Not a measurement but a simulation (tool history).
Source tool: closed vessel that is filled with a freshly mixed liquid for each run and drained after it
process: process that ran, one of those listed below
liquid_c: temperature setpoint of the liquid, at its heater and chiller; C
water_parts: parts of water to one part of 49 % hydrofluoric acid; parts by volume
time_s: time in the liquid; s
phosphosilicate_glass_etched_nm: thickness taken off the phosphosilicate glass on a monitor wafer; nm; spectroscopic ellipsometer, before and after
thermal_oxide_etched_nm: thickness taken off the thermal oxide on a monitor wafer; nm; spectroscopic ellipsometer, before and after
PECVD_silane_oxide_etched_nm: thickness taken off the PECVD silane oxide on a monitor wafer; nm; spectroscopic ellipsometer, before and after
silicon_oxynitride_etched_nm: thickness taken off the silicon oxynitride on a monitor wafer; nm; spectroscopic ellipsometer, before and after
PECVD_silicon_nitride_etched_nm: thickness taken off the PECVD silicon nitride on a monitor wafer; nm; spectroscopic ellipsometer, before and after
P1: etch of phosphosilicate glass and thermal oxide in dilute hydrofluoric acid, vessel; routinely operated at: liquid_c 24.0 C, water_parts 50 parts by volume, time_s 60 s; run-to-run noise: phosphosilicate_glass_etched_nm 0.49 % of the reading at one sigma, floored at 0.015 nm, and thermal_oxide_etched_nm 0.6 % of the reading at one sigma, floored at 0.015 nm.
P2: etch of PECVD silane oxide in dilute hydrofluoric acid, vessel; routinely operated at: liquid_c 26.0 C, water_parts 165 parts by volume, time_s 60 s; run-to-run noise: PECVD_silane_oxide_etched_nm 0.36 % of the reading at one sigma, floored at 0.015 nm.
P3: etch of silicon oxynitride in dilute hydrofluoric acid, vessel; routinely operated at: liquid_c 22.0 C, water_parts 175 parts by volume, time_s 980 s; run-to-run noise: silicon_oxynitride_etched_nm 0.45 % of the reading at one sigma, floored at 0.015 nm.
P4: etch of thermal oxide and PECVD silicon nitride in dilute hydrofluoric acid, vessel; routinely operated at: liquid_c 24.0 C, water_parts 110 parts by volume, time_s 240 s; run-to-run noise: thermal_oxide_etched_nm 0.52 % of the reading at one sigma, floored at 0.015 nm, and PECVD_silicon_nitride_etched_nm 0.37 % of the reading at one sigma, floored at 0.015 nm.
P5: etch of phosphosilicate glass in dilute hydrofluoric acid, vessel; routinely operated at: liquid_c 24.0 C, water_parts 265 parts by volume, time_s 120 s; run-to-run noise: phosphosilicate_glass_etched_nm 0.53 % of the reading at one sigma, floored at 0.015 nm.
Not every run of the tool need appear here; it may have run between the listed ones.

| run | hour | process | liquid_c | water_parts | time_s | hours since the thermometer was replaced | hours since the hydrofluoric acid flow meter was replaced | phosphosilicate_glass_etched_nm | thermal_oxide_etched_nm | PECVD_silane_oxide_etched_nm | silicon_oxynitride_etched_nm | PECVD_silicon_nitride_etched_nm |
|---|---|---|---|---|---|---|---|---|---|---|---|---|
| 1 | 6.5 | P1 | 24.0 | 50 | 60 | 1981.2 | 577.3 | 77.071 | 5.9173 |  |  |  |
| 2 | 13.0 | P1 | 24.0 | 50 | 60 | 1987.7 | 583.8 | 77.098 | 5.9729 |  |  |  |
| 3 | 22.9 | P1 | 24.0 | 50 | 60 | 1997.6 | 593.7 | 76.539 | 5.9395 |  |  |  |
| 4 | 33.0 | P2 | 26.0 | 60 | 60 | 2007.7 | 603.8 |  |  | 35.3700 |  |  |
| 5 | 41.5 | P1 | 24.0 | 20 | 60 | 2016.2 | 612.3 | 200.000 | 15.4380 |  |  |  |
| 6 | 47.7 | P3 | 22.0 | 175 | 980 | 2022.4 | 618.5 |  |  |  | 9.4076 |  |
| 7 | 53.0 | P1 | 29.5 | 25 | 60 | 2027.7 | 623.8 | 199.140 | 15.4230 |  |  |  |
| 8 | 58.7 | P2 | 26.0 | 165 | 60 | 2033.4 | 629.5 |  |  | 11.2880 |  |  |
| 9 | 65.7 | P4 | 32.0 | 110 | 240 | 2040.4 | 636.5 |  | 14.0600 |  |  | 20.7780 |
| 10 | 71.0 | P4 | 24.0 | 110 | 30 | 2045.7 | 641.8 |  | 1.2746 |  |  | 1.5918 |
| 11 | 81.7 | P1 | 24.0 | 50 | 60 | 2056.4 | 652.5 | 77.178 | 5.9101 |  |  |  |
| 12 | 92.3 | P1 | 18.5 | 80 | 60 | 2067.0 | 663.1 | 37.026 | 2.8787 |  |  |  |
| 13 | 101.4 | P5 | 24.0 | 265 | 30 | 2076.1 | 672.2 | 10.220 |  |  |  |  |
| 14 | 109.8 | P2 | 26.0 | 165 | 95 | 2084.5 | 680.6 |  |  | 17.8690 |  |  |
|  | 117.9 | thermometer replaced |
| 15 | 119.1 | P1 | 24.0 | 50 | 60 | 1.2 | 689.9 | 77.727 | 5.9729 |  |  |  |
| 16 | 124.6 | P5 | 17.0 | 265 | 120 | 6.7 | 695.4 | 31.535 |  |  |  |  |
| 17 | 132.3 | P5 | 24.0 | 265 | 120 | 14.4 | 703.1 | 40.678 |  |  |  |  |
| 18 | 140.7 | P1 | 32.0 | 50 | 60 | 22.8 | 711.5 | 105.420 | 8.1367 |  |  |  |
| 19 | 148.2 | P1 | 24.0 | 50 | 30 | 30.3 | 719.0 | 38.278 | 2.9534 |  |  |  |
| 20 | 155.4 | P2 | 26.0 | 165 | 60 | 37.5 | 726.2 |  |  | 11.3240 |  |  |
| 21 | 160.1 | P4 | 24.0 | 200 | 240 | 42.2 | 730.9 |  | 5.1721 |  |  | 6.9825 |
| 22 | 167.9 | P3 | 22.0 | 300 | 980 | 50.0 | 738.7 |  |  |  | 5.0200 |  |
| 23 | 173.4 | P1 | 19.0 | 50 | 60 | 55.5 | 744.2 | 62.204 | 4.8277 |  |  |  |
| 24 | 178.6 | P5 | 24.0 | 70 | 120 | 60.7 | 749.4 | 193.240 |  |  |  |  |
| 25 | 189.0 | P3 | 22.0 | 175 | 1770 | 71.1 | 759.8 |  |  |  | 17.0700 |  |
| 26 | 194.6 | P1 | 24.0 | 85 | 60 | 76.7 | 765.4 | 43.393 | 3.3524 |  |  |  |
| 27 | 205.5 | P3 | 30.0 | 175 | 980 | 87.6 | 776.3 |  |  |  | 13.4760 |  |
| 28 | 214.3 | P1 | 24.0 | 50 | 110 | 96.4 | 785.1 | 140.820 | 10.9600 |  |  |  |
| 29 | 225.1 | P1 | 28.0 | 70 | 60 | 107.2 | 795.9 | 62.788 | 4.8516 |  |  |  |
| 30 | 235.6 | P1 | 24.0 | 50 | 60 | 117.7 | 806.4 | 76.649 | 5.9302 |  |  |  |
| 31 | 244.1 | P2 | 20.0 | 165 | 60 | 126.2 | 814.9 |  |  | 8.9451 |  |  |
| 32 | 249.9 | P1 | 24.0 | 50 | 60 | 132.0 | 820.7 | 76.642 | 5.9943 |  |  |  |
| 33 | 260.2 | P5 | 24.0 | 265 | 120 | 142.3 | 831.0 | 41.031 |  |  |  |  |
| 34 | 269.2 | P4 | 24.0 | 110 | 240 | 151.3 | 840.0 |  | 10.3190 |  |  | 12.6270 |
| 35 | 275.1 | P1 | 24.0 | 50 | 60 | 157.2 | 845.9 | 76.638 | 5.9530 |  |  |  |
| 36 | 282.8 | P1 | 24.0 | 50 | 60 | 164.9 | 853.6 | 79.121 | 6.1668 |  |  |  |
| 37 | 290.9 | P1 | 24.0 | 50 | 60 | 173.0 | 861.7 | 81.453 | 6.2597 |  |  |  |
| 38 | 301.6 | P1 | 24.0 | 50 | 60 | 183.7 | 872.4 | 81.753 | 6.2746 |  |  |  |
| 39 | 307.3 | P1 | 24.0 | 50 | 60 | 189.4 | 878.1 | 82.184 | 6.3568 |  |  |  |
| 40 | 312.2 | P1 | 24.0 | 50 | 60 | 194.3 | 883.0 | 83.359 | 6.3793 |  |  |  |
| 41 | 320.3 | P1 | 24.0 | 50 | 60 | 202.4 | 891.1 | 82.601 | 6.4261 |  |  |  |
| 42 | 327.1 | P1 | 24.0 | 50 | 60 | 209.2 | 897.9 | 82.655 | 6.4261 |  |  |  |
| 43 | 335.5 | P1 | 24.0 | 50 | 60 | 217.6 | 906.3 | 83.160 | 6.3887 |  |  |  |
| 44 | 341.2 | P1 | 24.0 | 50 | 60 | 223.3 | 912.0 | 83.083 | 6.4497 |  |  |  |

The log shows P1 creeping away from where it was. Any of the 2 causes listed here, at the size stated for it, fits the log just as well as the others:
A: liquid hotter than its thermometer reads (K) = 1.94
B: hydrofluoric acid flow above the setpoint (%) = 7.7
The drift started at roughly hour 275.1.

Consider the 4 single-wafer check runs listed below, results given as question marks: which one distinguishes between the causes by giving clearly different results for each?
| check 1 | 346.9 | P5 | 17.0 | 110 | 120 |  |  | ? |  |  |  |  |
| check 2 | 346.9 | P3 | 27.5 | 260 | 980 |  |  |  |  |  | ? |  |
| check 3 | 346.9 | P4 | 31.5 | 110 | 240 |  |  |  | ? |  |  | ? |
| check 4 | 346.9 | P2 | 26.0 | 90 | 60 |  |  |  |  | ? |  |  |

Outcome of each check run for each possible cause:
| check | result | if A | if B |
|---|---|---|---|
| check 1 | phosphosilicate_glass_etched_nm | 95.242 | 95.393 |
| check 2 | silicon_oxynitride_etched_nm | 8.1846 | 8.2597 |
| check 3 | thermal_oxide_etched_nm | 14.8170 | 15.0430 |
| check 3 | PECVD_silicon_nitride_etched_nm | 22.8410 | 21.8660 |
| check 4 | PECVD_silane_oxide_etched_nm | 24.4180 | 24.5940 |
Minimum pairwise separation of causes per check, each pair taken at its best-separating result: check 1 0.16 %; check 2 0.91 %; check 3 4.36 %; check 4 0.72 %
The causes can be told apart only by check 3. The other checks would give nearly the same results under each of them.

Check 3 was then run and gave: thermal_oxide_etched_nm 14.7530 nm; PECVD_silicon_nitride_etched_nm 22.7800 nm. Which cause is it?

It was cause A: liquid hotter than its thermometer reads (K).
